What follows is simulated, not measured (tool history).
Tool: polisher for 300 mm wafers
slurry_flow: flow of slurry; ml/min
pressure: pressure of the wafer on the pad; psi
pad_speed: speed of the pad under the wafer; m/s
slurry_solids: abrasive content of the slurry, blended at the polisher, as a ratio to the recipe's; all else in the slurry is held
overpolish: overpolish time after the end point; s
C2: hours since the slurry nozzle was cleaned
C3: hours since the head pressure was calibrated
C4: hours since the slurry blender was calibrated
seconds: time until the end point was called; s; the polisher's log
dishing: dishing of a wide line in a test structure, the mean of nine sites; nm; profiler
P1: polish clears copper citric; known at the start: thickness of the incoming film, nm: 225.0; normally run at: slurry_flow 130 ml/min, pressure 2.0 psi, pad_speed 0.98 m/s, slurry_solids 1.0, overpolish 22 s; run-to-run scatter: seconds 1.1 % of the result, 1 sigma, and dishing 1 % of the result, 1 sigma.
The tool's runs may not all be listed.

Run 1, hour 15.3: slurry_flow 130 ml/min, pressure 2.0 psi, pad_speed 0.98 m/s, slurry_solids 1.0, overpolish 22 s; wafers polished on this pad 395; C2 474.7; C3 453.1; C4 199.8. Result: seconds 184.51 s, dishing 20.1870 nm.
Run 2, hour 28.7: slurry_flow 170 ml/min, pressure 2.0 psi, pad_speed 0.98 m/s, slurry_solids 1.0, overpolish 22 s; wafers polished on this pad 516; C2 488.1; C3 466.5; C4 213.2. Result: seconds 173.02 s, dishing 20.8340 nm.
Run 3, hour 37.4: slurry_flow 130 ml/min, pressure 0.9 psi, pad_speed 0.98 m/s, slurry_solids 1.0, overpolish 22 s; wafers polished on this pad 596; C2 496.8; C3 475.2; C4 221.9. Result: seconds 386.04 s, dishing 9.8766 nm.
Run 4, hour 44.3: slurry_flow 130 ml/min, pressure 2.0 psi, pad_speed 0.98 m/s, slurry_solids 1.3, overpolish 22 s; wafers polished on this pad 658; C2 503.7; C3 482.1; C4 228.8. Result: seconds 165.92 s, dishing 21.1120 nm.
At hour 47.8: slurry nozzle cleaned.
Run 5, hour 52.6: slurry_flow 130 ml/min, pressure 2.0 psi, pad_speed 0.98 m/s, slurry_solids 0.6, overpolish 22 s; wafers polished on this pad 734; C2 4.8; C3 490.4; C4 237.1. Result: seconds 202.11 s, dishing 18.1050 nm.
Run 6, hour 59.8: slurry_flow 130 ml/min, pressure 2.0 psi, pad_speed 0.98 m/s, slurry_solids 1.0, overpolish 22 s; wafers polished on this pad 799; C2 12.0; C3 497.6; C4 244.3. Result: seconds 178.71 s, dishing 19.6480 nm.
Run 7, hour 75.0: slurry_flow 130 ml/min, pressure 2.0 psi, pad_speed 0.98 m/s, slurry_solids 1.0, overpolish 22 s; wafers polished on this pad 938; C2 27.2; C3 512.8; C4 259.5. Result: seconds 184.32 s, dishing 20.0820 nm.
Run 8, hour 86.4: slurry_flow 130 ml/min, pressure 1.1 psi, pad_speed 0.64 m/s, slurry_solids 1.0, overpolish 22 s; wafers polished on this pad 1041; C2 38.6; C3 524.2; C4 270.9. Result: seconds 480.88 s, dishing 8.0570 nm.
Run 9, hour 100.2: slurry_flow 130 ml/min, pressure 2.0 psi, pad_speed 1.54 m/s, slurry_solids 1.0, overpolish 22 s; wafers polished on this pad 1167; C2 52.4; C3 538.0; C4 284.7. Result: seconds 114.98 s, dishing 28.9830 nm.
Run 10, hour 112.6: slurry_flow 130 ml/min, pressure 2.0 psi, pad_speed 0.44 m/s, slurry_solids 1.0, overpolish 22 s; wafers polished on this pad 1279; C2 64.8; C3 550.4; C4 297.1. Result: seconds 390.12 s, dishing 9.9134 nm.
Run 11, hour 120.0: slurry_flow 80 ml/min, pressure 2.0 psi, pad_speed 0.98 m/s, slurry_solids 1.0, overpolish 22 s; wafers polished on this pad 1347; C2 72.2; C3 557.8; C4 304.5. Result: seconds 205.59 s, dishing 18.2040 nm.
Run 12, hour 134.4: slurry_flow 130 ml/min, pressure 2.0 psi, pad_speed 0.98 m/s, slurry_solids 1.0, overpolish 22 s; wafers polished on this pad 1478; C2 86.6; C3 572.2; C4 318.9. Result: seconds 180.15 s, dishing 20.0770 nm.
Run 13, hour 147.0: slurry_flow 130 ml/min, pressure 1.5 psi, pad_speed 0.98 m/s, slurry_solids 1.3, overpolish 22 s; wafers polished on this pad 1592; C2 99.2; C3 584.8; C4 331.5. Result: seconds 225.60 s, dishing 16.1080 nm.
At hour 148.9: slurry blender recalibrated.
Run 14, hour 153.6: slurry_flow 130 ml/min, pressure 2.0 psi, pad_speed 1.32 m/s, slurry_solids 1.2, overpolish 22 s; wafers polished on this pad 1652; C2 105.8; C3 591.4; C4 4.8. Result: seconds 128.09 s, dishing 26.9650 nm.
Run 15, hour 162.2: slurry_flow 130 ml/min, pressure 2.0 psi, pad_speed 0.98 m/s, slurry_solids 1.0, overpolish 7 s; wafers polished on this pad 1731; C2 114.4; C3 600.0; C4 13.4. Result: seconds 178.94 s, dishing 6.7528 nm.

The next listed run, before its measurement:
Run 16, hour 171.0: slurry_flow 130 ml/min, pressure 2.7 psi, pad_speed 0.98 m/s, slurry_solids 1.0, overpolish 22 s; wafers polished on this pad 1811; C2 123.2; C3 608.8; C4 22.2. Result: seconds ?, dishing ?.

Run 16 gave seconds 137.93 s, dishing 26.5460 nm.
